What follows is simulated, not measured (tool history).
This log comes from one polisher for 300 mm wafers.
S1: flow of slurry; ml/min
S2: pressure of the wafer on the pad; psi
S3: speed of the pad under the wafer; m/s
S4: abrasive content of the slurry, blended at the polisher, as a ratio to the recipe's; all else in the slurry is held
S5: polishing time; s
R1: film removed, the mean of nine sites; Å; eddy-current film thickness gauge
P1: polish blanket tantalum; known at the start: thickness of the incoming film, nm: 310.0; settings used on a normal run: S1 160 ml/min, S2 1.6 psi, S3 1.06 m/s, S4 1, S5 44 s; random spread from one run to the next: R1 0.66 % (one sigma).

{"run": 1, "hour": 10.1, "S1": 160, "S2": 1.6, "S3": 1.06, "S4": 1, "S5": 44, "R1": 748.64}
{"run": 2, "hour": 25.3, "S1": 160, "S2": 1.6, "S3": 0.48, "S4": 1, "S5": 44, "R1": 334.72}
{"run": 3, "hour": 39.4, "S1": 160, "S2": 1.6, "S3": 1.06, "S4": 1, "S5": 31, "R1": 520.71}
{"run": 4, "hour": 47.4, "S1": 160, "S2": 1, "S3": 1.06, "S4": 1, "S5": 44, "R1": 463.33}
{"run": 5, "hour": 54.4, "S1": 160, "S2": 2.2, "S3": 1.06, "S4": 1, "S5": 44, "R1": 1028.8}
{"run": 6, "hour": 65.4, "S1": 160, "S2": 1.6, "S3": 1.06, "S4": 1.5, "S5": 44, "R1": 824.41}
{"run": 7, "hour": 73.0, "S1": 160, "S2": 1.6, "S3": 1.06, "S4": 0.75, "S5": 44, "R1": 679.49}
{"run": 8, "hour": 82.7, "S1": 235, "S2": 1.6, "S3": 1.06, "S4": 1, "S5": 44, "R1": 786.49}
{"run": 9, "hour": 92.6, "S1": 160, "S2": 1.6, "S3": 1.06, "S4": 1, "S5": 44, "R1": 744.87}
{"run": 10, "hour": 103.7, "S1": 160, "S2": 1.6, "S3": 1.06, "S4": 1, "S5": 44, "R1": 750.56}
{"run": 11, "hour": 112.6, "S1": 95, "S2": 1.6, "S3": 1.06, "S4": 1, "S5": 44, "R1": 663.78}
{"run": 12, "hour": 121.7, "S1": 160, "S2": 1.6, "S3": 1.06, "S4": 1, "S5": 44, "R1": 742.97}
{"hour": 125.2, "done": "slurry blender recalibrated"}
{"run": 13, "hour": 135.2, "S1": 160, "S2": 1.6, "S3": 1.06, "S4": 1, "S5": 58, "R1": 980.89}
{"run": 14, "hour": 147.7, "S1": 160, "S2": 1.6, "S3": 1.6, "S4": 1, "S5": 44, "R1": 1121.8}
{"run": 15, "hour": 156.0, "S1": 160, "S2": 1.6, "S3": 1.06, "S4": 1, "S5": 44, "R1": 744.54}
{"run": 16, "hour": 167.2, "S1": 160, "S2": 2.6, "S3": 1.06, "S4": 1.4, "S5": 44, "R1": 1322.6}
{"run": 17, "hour": 181.8, "S1": 160, "S2": 1.6, "S3": 1.06, "S4": 1, "S5": 44, "R1": 746.67}
{"run": 18, "hour": 193.2, "S1": 160, "S2": 1.6, "S3": 1.06, "S4": 1, "S5": 44, "R1": 723.39}
{"run": 19, "hour": 205.5, "S1": 160, "S2": 1.6, "S3": 1.06, "S4": 1, "S5": 44, "R1": 702.36}
{"run": 20, "hour": 220.5, "S1": 160, "S2": 1.6, "S3": 1.06, "S4": 1, "S5": 44, "R1": 695.61}
{"hour": 228.9, "done": "worn pad replaced by a new one"}
{"run": 21, "hour": 236.0, "S1": 160, "S2": 1.6, "S3": 1.06, "S4": 1, "S5": 44, "R1": 683.06}
{"run": 22, "hour": 249.0, "S1": 160, "S2": 1.6, "S3": 1.06, "S4": 1, "S5": 44, "R1": 678.7}
{"run": 23, "hour": 259.5, "S1": 160, "S2": 1.6, "S3": 1.06, "S4": 1, "S5": 44, "R1": 677.52}
{"run": 24, "hour": 268.9, "S1": 160, "S2": 1.6, "S3": 1.06, "S4": 1, "S5": 44, "R1": 680.07}
{"run": 25, "hour": 279.7, "S1": 160, "S2": 1.6, "S3": 1.06, "S4": 1, "S5": 44, "R1": 679.06}

Compared with where it was, what P1 gives has crept away. Each cause listed below fits the log as well as the rest, at the size given for it:
A: slurry flow missing at the pad, % = 37.2
B: head's pressure below its setpoint, % = 8.98
C: abrasive missing from the slurry, % = 25.7
The process output started creeping at around hour 181.8.
The rest of the possible causes, and what rules out each one:
removal rate lost through wear of the pad, %: serviced at hour 228.9, after the drift had started, without restoring the earlier output

The list below offers 4 check runs, each averaging the results of 5 wafers, and shows each result as a question mark. For which of them would the listed causes give clearly different results?
{"run": "check 1", "hour": 290.5, "S1": 100, "S2": 1.6, "S3": 1.06, "S4": 1.45, "S5": 44, "R1": "?"}
{"run": "check 2", "hour": 290.5, "S1": 160, "S2": 1.6, "S3": 1.52, "S4": 1, "S5": 44, "R1": "?"}
{"run": "check 3", "hour": 290.5, "S1": 160, "S2": 1.6, "S3": 0.78, "S4": 1, "S5": 44, "R1": "?"}
{"run": "check 4", "hour": 290.5, "S1": 160, "S2": 1, "S3": 0.58, "S4": 1, "S5": 44, "R1": "?"}

Expected result of each check under each candidate cause:
check=check_1 result=R1 if_A=644.39 if_B=676.09 if_C=691.11
check=check_2 result=R1 if_A=971.85 if_B=971.83 if_C=971.69
check=check_3 result=R1 if_A=498.71 if_B=498.7 if_C=498.63
check=check_4 result=R1 if_A=231.77 if_B=231.77 if_C=231.73
Per check, the gap between the least separated pair of causes, taken in the result that splits them most: check 1 2.2 %; check 2 0 %; check 3 0 %; check 4 0 %
Check 1 tells the causes apart: in the others they would give nearly the same result.

Check 1 has now been run. It gave: R1 674.19 Å. Which of the candidate causes is it?

B is the cause: head's pressure below its setpoint, %.
